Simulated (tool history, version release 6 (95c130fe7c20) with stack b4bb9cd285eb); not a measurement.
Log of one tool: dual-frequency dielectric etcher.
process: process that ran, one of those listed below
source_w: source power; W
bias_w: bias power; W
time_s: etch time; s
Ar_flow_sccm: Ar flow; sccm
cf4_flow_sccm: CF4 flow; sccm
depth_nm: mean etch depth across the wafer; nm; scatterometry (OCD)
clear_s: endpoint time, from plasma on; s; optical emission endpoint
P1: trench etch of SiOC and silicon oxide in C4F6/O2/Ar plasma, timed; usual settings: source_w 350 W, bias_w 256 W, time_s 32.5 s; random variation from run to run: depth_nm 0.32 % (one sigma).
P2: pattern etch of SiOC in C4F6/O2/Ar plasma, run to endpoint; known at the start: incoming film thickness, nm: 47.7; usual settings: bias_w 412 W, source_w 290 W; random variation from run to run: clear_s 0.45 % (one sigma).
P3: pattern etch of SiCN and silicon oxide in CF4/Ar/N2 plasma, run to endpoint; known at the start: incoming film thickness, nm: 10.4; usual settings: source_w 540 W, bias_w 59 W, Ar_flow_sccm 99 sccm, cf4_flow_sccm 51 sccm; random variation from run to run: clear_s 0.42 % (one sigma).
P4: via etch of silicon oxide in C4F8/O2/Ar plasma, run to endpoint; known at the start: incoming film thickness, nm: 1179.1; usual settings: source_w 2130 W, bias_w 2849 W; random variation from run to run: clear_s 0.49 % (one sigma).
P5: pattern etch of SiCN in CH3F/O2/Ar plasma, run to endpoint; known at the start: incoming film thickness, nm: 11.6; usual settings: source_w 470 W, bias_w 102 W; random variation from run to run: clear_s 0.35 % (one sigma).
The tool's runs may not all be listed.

run   hour  process  source_w  bias_w  time_s  Ar_flow_sccm  cf4_flow_sccm  hours since the last wet clean  hours since the last source power generator calibration  hours since the last bias power generator calibration  depth_nm  clear_s
  1    4.9       P1       350     256    32.5                                                        273.1                                                    656.5                                                 1014.3    66.456
  2    8.6       P3       540      59                    99             51                           276.8                                                    660.2                                                   1018             12.049
  3     11       P4      2130    2849                                                                279.2                                                    662.6                                                 1020.4             203.79
  4   14.2       P3       540      77                    99             51                           282.4                                                    665.8                                                 1023.6             10.986
  5     17       P2       290     412                                                                285.2                                                    668.6                                                 1026.4             19.078
  6   21.7       P5       610     102                                                                289.9                                                    673.3                                                 1031.1              22.93
  7   25.8       P4      2130    2075                                                                  294                                                    677.4                                                 1035.2             224.43
  8   30.7       P4      1440    2849                                                                298.9                                                    682.3                                                 1040.1             237.69
  9   34.3       P3       540      59                   135             51                           302.5                                                    685.9                                                 1043.7             12.803
 10   39.3       P1       470     256    32.5                                                        307.5                                                    690.9                                                 1048.7    74.406
 11   43.2       P1       350     341    32.5                                                        311.4                                                    694.8                                                 1052.6    73.522
 12   47.9       P3       540      59                    99             32                           316.1                                                    699.5                                                 1057.3             13.162
 13   51.5       P2       290     412                                                                319.7                                                    703.1                                                 1060.9              19.16
 14   54.4       P1       350     256    32.5                                                        322.6                                                      706                                                 1063.8     67.07
 15   58.4       P1       350     256    32.5                                                        326.6                                                      710                                                 1067.8    66.694
 16   61.8       P4      2130    2849                                                                  330                                                    713.4                                                 1071.2             202.33
 17   66.3       P5       470     102                                                                334.5                                                    717.9                                                 1075.7             25.084
 18   68.9       P1       350     357      46                                                        337.1                                                    720.5                                                 1078.3     106.1
 19   73.7       P1       280     256    32.5                                                        341.9                                                    725.3                                                 1083.1    61.271
      77.8  -- wet clean of the chamber
 20   77.8       P5       470     102                                                                    0                                                    729.4                                                 1087.2             25.252
 21   81.3       P2       350     412                                                                  3.5                                                    732.9                                                 1090.7             17.869
 22   85.9       P1       350     161    32.5                                                          8.1                                                    737.5                                                 1095.3    57.048
 23   89.2       P2       290     545                                                                 11.4                                                    740.8                                                 1098.6             17.145
 24   94.2       P1       350     256      40                                                         16.4                                                    745.8                                                 1103.6    81.675
 25   98.4       P1       350     256    32.5                                                         20.6                                                      750                                                 1107.8    66.916
 26  103.6       P3       400      59                    99             51                            25.8                                                    755.2                                                   1113             15.746
 27  108.2       P5       470     121                                                                 30.4                                                    759.8                                                 1117.6             23.548
 28  111.3       P1       290     256    21.5                                                         33.5                                                    762.9                                                 1120.7    40.966
 29  114.4       P3       540      59                    99             51                            36.6                                                      766                                                 1123.8             12.075
 30  118.4       P1       350     256    21.5                                                         40.6                                                      770                                                 1127.8    44.095
 31  121.7       P1       350     256    32.5                                                         43.9                                                    773.3                                                 1131.1    66.465
 32  125.5       P1       350     256    32.5                                                         47.7                                                    777.1                                                 1134.9    67.298
 33  128.2       P1       350     256    32.5                                                         50.4                                                    779.8                                                 1137.6    67.058
 34  130.5       P1       350     256    32.5                                                         52.7                                                    782.1                                                 1139.9    67.268

Run 35 comes next. What will it give?
 35  132.9       P1       350     256    32.5                                                         55.1                                                    784.5                                                 1142.3         ?

{"run 35": {"depth_nm": 67.73}}
